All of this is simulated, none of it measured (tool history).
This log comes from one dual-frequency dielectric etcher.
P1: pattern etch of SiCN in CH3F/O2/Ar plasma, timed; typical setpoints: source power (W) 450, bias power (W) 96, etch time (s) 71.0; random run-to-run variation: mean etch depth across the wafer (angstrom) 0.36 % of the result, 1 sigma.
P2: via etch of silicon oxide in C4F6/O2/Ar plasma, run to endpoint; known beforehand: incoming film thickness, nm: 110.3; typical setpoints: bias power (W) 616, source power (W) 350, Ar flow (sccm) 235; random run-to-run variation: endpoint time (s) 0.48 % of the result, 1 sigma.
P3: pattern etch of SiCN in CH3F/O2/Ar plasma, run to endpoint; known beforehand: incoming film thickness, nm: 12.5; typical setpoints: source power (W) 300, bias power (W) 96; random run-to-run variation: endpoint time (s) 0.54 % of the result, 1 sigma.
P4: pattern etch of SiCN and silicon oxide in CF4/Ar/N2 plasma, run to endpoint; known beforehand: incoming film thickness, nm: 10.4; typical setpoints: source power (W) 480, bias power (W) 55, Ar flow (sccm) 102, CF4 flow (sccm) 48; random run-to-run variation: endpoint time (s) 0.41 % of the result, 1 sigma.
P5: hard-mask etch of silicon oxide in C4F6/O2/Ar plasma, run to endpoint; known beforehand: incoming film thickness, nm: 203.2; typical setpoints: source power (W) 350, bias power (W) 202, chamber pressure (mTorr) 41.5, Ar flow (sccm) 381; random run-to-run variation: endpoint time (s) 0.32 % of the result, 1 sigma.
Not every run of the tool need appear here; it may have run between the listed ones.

run,hour,process that ran,source power (W),bias power (W),etch time (s),chamber pressure (mTorr),Ar flow (sccm),CF4 flow (sccm),mean etch depth across the wafer (angstrom),endpoint time (s)
1,6.8,P1,450,96,71.0,,,,318.96,
2,14.0,P1,450,96,71.0,,,,318.58,
3,27.2,P5,350,202,,41.5,496,,,71.262
4,35.9,P2,350,616,,,235,,,22.906
5,48.7,P3,300,96,,,,,,34.197
# hour 50.1: wet clean of the chamber
6,60.8,P4,480,65,,,102,48,,12.091
7,72.6,P1,450,96,71.0,,,,321.06,
8,81.3,P5,350,202,,41.5,381,,,69.534
9,91.4,P5,430,202,,41.5,381,,,64.095
10,100.1,P2,350,850,,,235,,,20.175
11,110.1,P5,350,202,,56.5,381,,,72.167
12,123.0,P4,480,55,,,102,33,,13.718
13,135.5,P4,480,55,,,102,48,,12.840
14,147.8,P1,450,114,53.5,,,,255.64,
15,158.4,P1,450,96,42.5,,,,190.91,
16,169.6,P5,350,259,,41.5,381,,,63.804
17,178.7,P1,450,125,88.0,,,,438.80,
18,187.4,P1,450,96,106.0,,,,473.89,
19,194.7,P1,450,67,71.0,,,,280.94,
20,207.6,P1,450,115,71.0,,,,340.83,
21,219.6,P2,450,616,,,235,,,20.854
22,227.6,P4,480,55,,,69,48,,11.983
23,240.9,P1,450,96,71.0,,,,317.33,
24,247.7,P2,350,616,,,150,,,21.885
25,255.5,P4,380,55,,,102,48,,15.694
26,261.7,P1,570,96,71.0,,,,348.54,
27,268.1,P3,300,133,,,,,,29.888
28,280.2,P1,360,96,71.0,,,,293.71,
29,286.9,P3,240,96,,,,,,36.773
30,298.3,P1,580,112,71.0,,,,371.55,
31,304.5,P1,450,96,71.0,,,,318.72,
32,317.6,P1,450,96,71.0,,,,324.66,
33,325.4,P1,450,96,71.0,,,,323.26,
# hour 326.9: wet clean of the chamber
34,332.2,P1,450,96,71.0,,,,323.63,
35,340.3,P1,450,96,71.0,,,,323.81,
36,352.4,P1,450,96,71.0,,,,324.97,
37,359.2,P1,450,96,71.0,,,,327.35,

P1 has crept away from where it was. The log is fitted equally well by each of these 2 causes, at the sizes shown:
A: source power that arrives over what is set, % = 4.96
B: bias power that arrives over what is set, % = 4.93
The process output started creeping at around hour 304.5.
All other causes, with the reason each is excluded:
chamber walls in a state that raises the etch rate, %: serviced at hour 326.9, which brought nothing back

Consider the 4 check runs below, whose results appear as question marks and each of which averages 2 wafers. Which one distinguishes the causes, in that each cause would give it a clearly different result?
check 1,366.0,P4,480,55,,,102,48,,?
check 2,366.0,P5,350,202,,41.5,381,,,?
check 3,366.0,P2,350,616,,,235,,,?
check 4,366.0,P3,300,96,,,,,,?

What each check would give under each cause:
check,result,if A,if B
check 1,endpoint time (s),12.324,12.654
check 2,endpoint time (s),68.053,68.250
check 3,endpoint time (s),22.575,22.552
check 4,endpoint time (s),33.338,33.318
How far apart the two closest causes lie, in the result that separates them most: check 1 2.64 %; check 2 0.29 %; check 3 0.1 %; check 4 0.06 %
The other checks would show nearly matching results whichever cause is true, so check 1 is the only one that separates the causes.

After running check 1, the following was obtained: endpoint time (s) 12.300. Which cause does this point to?

The correct cause is A, namely: source power that arrives over what is set, %.
